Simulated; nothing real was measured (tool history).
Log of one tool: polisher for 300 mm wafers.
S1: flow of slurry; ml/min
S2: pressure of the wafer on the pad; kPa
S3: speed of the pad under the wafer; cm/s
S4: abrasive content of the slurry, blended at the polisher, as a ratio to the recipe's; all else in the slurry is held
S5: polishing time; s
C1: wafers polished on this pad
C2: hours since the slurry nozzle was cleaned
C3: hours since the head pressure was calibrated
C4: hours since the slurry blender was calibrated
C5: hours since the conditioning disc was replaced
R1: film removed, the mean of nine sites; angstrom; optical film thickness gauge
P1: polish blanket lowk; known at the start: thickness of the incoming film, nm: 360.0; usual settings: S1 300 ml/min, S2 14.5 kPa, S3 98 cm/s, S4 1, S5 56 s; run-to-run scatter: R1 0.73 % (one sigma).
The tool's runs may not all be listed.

| run | day | S1 | S2 | S3 | S4 | S5 | C1 | C2 | C3 | C4 | C5 | R1 |
|---|---|---|---|---|---|---|---|---|---|---|---|---|
| 1 | 0.288 | 300 | 14.5 | 98 | 1 | 56 | 796 | 245.5 | 332.7 | 343.7 | 428.9 | 217.21 |
| 2 | 0.754 | 300 | 14.5 | 56 | 1 | 56 | 906 | 256.7 | 343.9 | 354.9 | 440.1 | 139.44 |
| 3 | 1.333 | 300 | 14.5 | 140 | 0.8 | 56 | 1042 | 270.6 | 357.8 | 368.8 | 454 | 262.33 |
| 4 | 1.942 | 300 | 19.3 | 98 | 1 | 56 | 1185 | 285.2 | 372.4 | 383.4 | 468.6 | 292.83 |
| 5 | 2.233 | 300 | 7.6 | 98 | 1 | 56 | 1253 | 292.2 | 379.4 | 390.4 | 475.6 | 113.85 |
| 6 | 2.717 | 300 | 14.5 | 98 | 1 | 56 | 1367 | 303.8 | 391 | 402 | 487.2 | 216.77 |
| 7 | 3.042 | 445 | 14.5 | 140 | 1 | 56 | 1443 | 311.6 | 398.8 | 409.8 | 495 | 294.71 |
| 8 | 3.679 | 300 | 14.5 | 98 | 1 | 56 | 1593 | 326.9 | 414.1 | 425.1 | 510.3 | 219 |
|  | 3.896 | slurry nozzle cleaned |
| 9 | 4.096 | 300 | 14.5 | 98 | 0.5 | 56 | 1691 | 4.9 | 424.1 | 435.1 | 520.3 | 150.42 |
| 10 | 4.712 | 300 | 14.5 | 98 | 1 | 56 | 1836 | 19.7 | 438.9 | 449.9 | 535.1 | 218.26 |
| 11 | 5.229 | 300 | 14.5 | 98 | 1 | 25 | 1957 | 32.1 | 451.3 | 462.3 | 547.5 | 98.049 |
| 12 | 5.671 | 300 | 14.5 | 152 | 1 | 56 | 2061 | 42.7 | 461.9 | 472.9 | 558.1 | 309.51 |
| 13 | 6.096 | 470 | 14.5 | 98 | 1 | 56 | 2161 | 52.9 | 472.1 | 483.1 | 568.3 | 225.97 |
| 14 | 6.429 | 300 | 14.5 | 98 | 1 | 56 | 2239 | 60.9 | 480.1 | 491.1 | 576.3 | 220.4 |
| 15 | 6.879 | 300 | 14.5 | 98 | 1 | 56 | 2345 | 71.7 | 490.9 | 501.9 | 587.1 | 215.61 |
| 16 | 7.325 | 180 | 14.5 | 98 | 1 | 56 | 2450 | 82.4 | 501.6 | 512.6 | 597.8 | 205.38 |
| 17 | 7.958 | 300 | 14.5 | 98 | 1.3 | 56 | 2598 | 97.6 | 516.8 | 527.8 | 613 | 243.22 |
| 18 | 8.421 | 300 | 14.5 | 98 | 1 | 80 | 2707 | 108.7 | 527.9 | 538.9 | 624.1 | 312.89 |
| 19 | 8.933 | 300 | 20.7 | 98 | 1 | 78 | 2827 | 121 | 540.2 | 551.2 | 636.4 | 434.48 |
| 20 | 9.479 | 300 | 14.5 | 98 | 1 | 56 | 2956 | 134.1 | 553.3 | 564.3 | 649.5 | 218.42 |
| 21 | 10.054 | 300 | 14.5 | 98 | 1 | 56 | 3091 | 147.9 | 567.1 | 578.1 | 663.3 | 207.37 |
| 22 | 10.379 | 300 | 14.5 | 98 | 1 | 56 | 3167 | 155.7 | 574.9 | 585.9 | 671.1 | 204.59 |
| 23 | 10.8 | 300 | 14.5 | 98 | 1 | 56 | 3266 | 165.8 | 585 | 596 | 681.2 | 202.7 |
|  | 10.821 | slurry nozzle cleaned |
|  | 10.862 | worn pad replaced by a new one |
| 24 | 11.362 | 300 | 14.5 | 98 | 1 | 56 | 118 | 13 | 598.5 | 609.5 | 694.7 | 202.39 |
|  | 11.504 | conditioning disc replaced and pad reconditioned |
| 25 | 11.908 | 300 | 14.5 | 98 | 1 | 56 | 246 | 26.1 | 611.6 | 622.6 | 9.8 | 200.27 |
| 26 | 12.338 | 300 | 14.5 | 98 | 1 | 56 | 347 | 36.4 | 621.9 | 632.9 | 20.1 | 199.62 |
| 27 | 12.688 | 300 | 14.5 | 98 | 1 | 56 | 429 | 44.8 | 630.3 | 641.3 | 28.5 | 198.1 |

What P1 gives has crept away from where it was. These 2 causes fit the log equally well, each at the size given:
A: abrasive missing from the slurry, % = 16.5
B: head's pressure below its setpoint, % = 8.23
The creep began at about day 9.479.
Why every other cause is out:
removal rate lost through wear of the pad, %: serviced at day 10.862, which brought nothing back
slurry flow missing at the pad, %: serviced at day 10.821, which brought nothing back
time polished since the conditioner stopped cutting, s: serviced at day 11.504, which brought nothing back

4 check runs are offered, each on 5 wafers whose results are averaged, their results left as question marks. Which one tells the causes apart?
| check 1 | 13.038 | 300 | 14.5 | 140 | 1 | 38 |  |  |  |  |  | ? |
| check 2 | 13.038 | 450 | 14.5 | 98 | 1 | 79 |  |  |  |  |  | ? |
| check 3 | 13.038 | 300 | 14.5 | 128 | 1 | 30 |  |  |  |  |  | ? |
| check 4 | 13.038 | 300 | 14.5 | 98 | 0.55 | 56 |  |  |  |  |  | ? |

What each check would give under each cause:
| check | result | if A | if B |
|---|---|---|---|
| check 1 | R1 | 179.71 | 179.73 |
| check 2 | R1 | 289.38 | 289.42 |
| check 3 | R1 | 132.06 | 132.08 |
| check 4 | R1 | 141.33 | 145.14 |
How far apart the two closest causes lie, in the result that separates them most: check 1 0.01 %; check 2 0.01 %; check 3 0.01 %; check 4 2.66 %
Only check 4 tells the causes apart: in the others they would give nearly the same result.

Then check 4 was run and gave: R1 145.21 angstrom. Which cause is it?

It is B: head's pressure below its setpoint, %.

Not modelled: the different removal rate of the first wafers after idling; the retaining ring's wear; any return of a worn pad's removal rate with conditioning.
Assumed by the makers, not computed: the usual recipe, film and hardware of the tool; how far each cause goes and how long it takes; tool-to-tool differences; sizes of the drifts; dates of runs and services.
